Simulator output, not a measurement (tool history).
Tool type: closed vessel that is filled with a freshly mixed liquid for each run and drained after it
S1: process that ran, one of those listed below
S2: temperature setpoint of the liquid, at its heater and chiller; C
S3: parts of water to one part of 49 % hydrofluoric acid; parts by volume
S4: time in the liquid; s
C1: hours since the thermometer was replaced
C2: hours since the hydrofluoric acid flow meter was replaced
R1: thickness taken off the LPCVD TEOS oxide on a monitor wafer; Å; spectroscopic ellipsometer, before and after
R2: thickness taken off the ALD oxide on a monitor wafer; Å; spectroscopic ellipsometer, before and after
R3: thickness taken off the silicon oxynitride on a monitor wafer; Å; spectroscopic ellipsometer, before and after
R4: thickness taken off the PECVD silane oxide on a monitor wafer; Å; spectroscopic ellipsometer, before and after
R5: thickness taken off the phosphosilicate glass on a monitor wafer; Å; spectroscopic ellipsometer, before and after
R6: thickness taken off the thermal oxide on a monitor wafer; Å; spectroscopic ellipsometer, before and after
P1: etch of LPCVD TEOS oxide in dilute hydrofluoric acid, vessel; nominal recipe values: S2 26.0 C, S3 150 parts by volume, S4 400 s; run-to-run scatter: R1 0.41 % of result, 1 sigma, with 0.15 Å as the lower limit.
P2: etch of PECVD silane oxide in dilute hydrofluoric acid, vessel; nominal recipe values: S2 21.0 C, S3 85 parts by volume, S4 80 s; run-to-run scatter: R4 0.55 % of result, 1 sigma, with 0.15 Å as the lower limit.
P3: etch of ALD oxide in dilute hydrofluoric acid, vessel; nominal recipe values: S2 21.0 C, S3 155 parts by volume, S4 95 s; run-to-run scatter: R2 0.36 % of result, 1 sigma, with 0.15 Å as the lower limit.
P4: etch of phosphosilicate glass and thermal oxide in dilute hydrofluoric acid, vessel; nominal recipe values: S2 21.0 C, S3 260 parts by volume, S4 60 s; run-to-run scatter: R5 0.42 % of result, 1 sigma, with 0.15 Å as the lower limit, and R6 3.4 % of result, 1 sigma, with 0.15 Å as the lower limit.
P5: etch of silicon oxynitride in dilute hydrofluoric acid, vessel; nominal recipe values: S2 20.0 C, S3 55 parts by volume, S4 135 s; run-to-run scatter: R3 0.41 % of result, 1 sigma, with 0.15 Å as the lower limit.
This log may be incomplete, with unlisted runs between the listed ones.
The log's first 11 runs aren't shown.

Run 12, day 6.242: S1 P1, S2 26.0 C, S3 90 parts by volume, S4 400 s; C1 1438.7; C2 1896.6. Result: R1 1005.000 Å.
Run 13, day 6.621: S1 P2, S2 21.0 C, S3 85 parts by volume, S4 140 s; C1 1447.8; C2 1905.7. Result: R4 336.39 Å.
Run 14, day 7.133: S1 P2, S2 28.0 C, S3 85 parts by volume, S4 80 s; C1 1460.1; C2 1918.0. Result: R4 254.43 Å.
At day 7.404: hydrofluoric acid flow meter replaced.
Run 15, day 7.704: S1 P4, S2 25.5 C, S3 260 parts by volume, S4 60 s; C1 1473.8; C2 7.2. Result: R5 321.12 Å, R6 9.2062 Å.
Run 16, day 8.400: S1 P2, S2 21.0 C, S3 85 parts by volume, S4 80 s; C1 1490.5; C2 23.9. Result: R4 190.23 Å.
Run 17, day 8.829: S1 P5, S2 17.0 C, S3 55 parts by volume, S4 135 s; C1 1500.8; C2 34.2. Result: R3 53.697 Å.
Run 18, day 9.454: S1 P1, S2 26.0 C, S3 220 parts by volume, S4 55 s; C1 1515.8; C2 49.2. Result: R1 48.703 Å.
Run 19, day 9.962: S1 P4, S2 21.0 C, S3 260 parts by volume, S4 60 s; C1 1528.0; C2 61.4. Result: R5 275.41 Å, R6 7.7518 Å.
Run 20, day 10.450: S1 P1, S2 26.0 C, S3 150 parts by volume, S4 400 s; C1 1539.7; C2 73.1. Result: R1 561.200 Å.
Run 21, day 10.908: S1 P4, S2 21.0 C, S3 260 parts by volume, S4 30 s; C1 1550.7; C2 84.1. Result: R5 137.35 Å, R6 4.2062 Å.
Run 22, day 11.246: S1 P1, S2 26.0 C, S3 150 parts by volume, S4 400 s; C1 1558.8; C2 92.2. Result: R1 561.890 Å.
Run 23, day 11.621: S1 P1, S2 26.0 C, S3 150 parts by volume, S4 400 s; C1 1567.8; C2 101.2. Result: R1 558.480 Å.
Run 24, day 12.142: S1 P1, S2 19.0 C, S3 65 parts by volume, S4 400 s; C1 1580.3; C2 113.7. Result: R1 1077.200 Å.
Run 25, day 12.812: S1 P1, S2 26.0 C, S3 150 parts by volume, S4 400 s; C1 1596.4; C2 129.8. Result: R1 559.420 Å.
Run 26, day 13.204: S1 P1, S2 26.0 C, S3 245 parts by volume, S4 400 s; C1 1605.8; C2 139.2. Result: R1 309.750 Å.
Run 27, day 13.712: S1 P5, S2 20.0 C, S3 55 parts by volume, S4 135 s; C1 1618.0; C2 151.4. Result: R3 62.421 Å.
Run 28, day 14.029: S1 P1, S2 22.0 C, S3 150 parts by volume, S4 400 s; C1 1625.6; C2 159.0. Result: R1 479.290 Å.
Run 29, day 14.596: S1 P4, S2 21.0 C, S3 390 parts by volume, S4 60 s; C1 1639.2; C2 172.6. Result: R5 161.97 Å, R6 4.6885 Å.
Run 30, day 15.000: S1 P3, S2 17.0 C, S3 155 parts by volume, S4 95 s; C1 1648.9; C2 182.3. Result: R2 127.250 Å.

What does the tool deliver on the next run?
Run 31, day 15.662: S1 P1, S2 26.0 C, S3 150 parts by volume, S4 660 s; C1 1664.8; C2 198.2. Result: R1 ?.

Run 31 produced R1 923.360 Å.
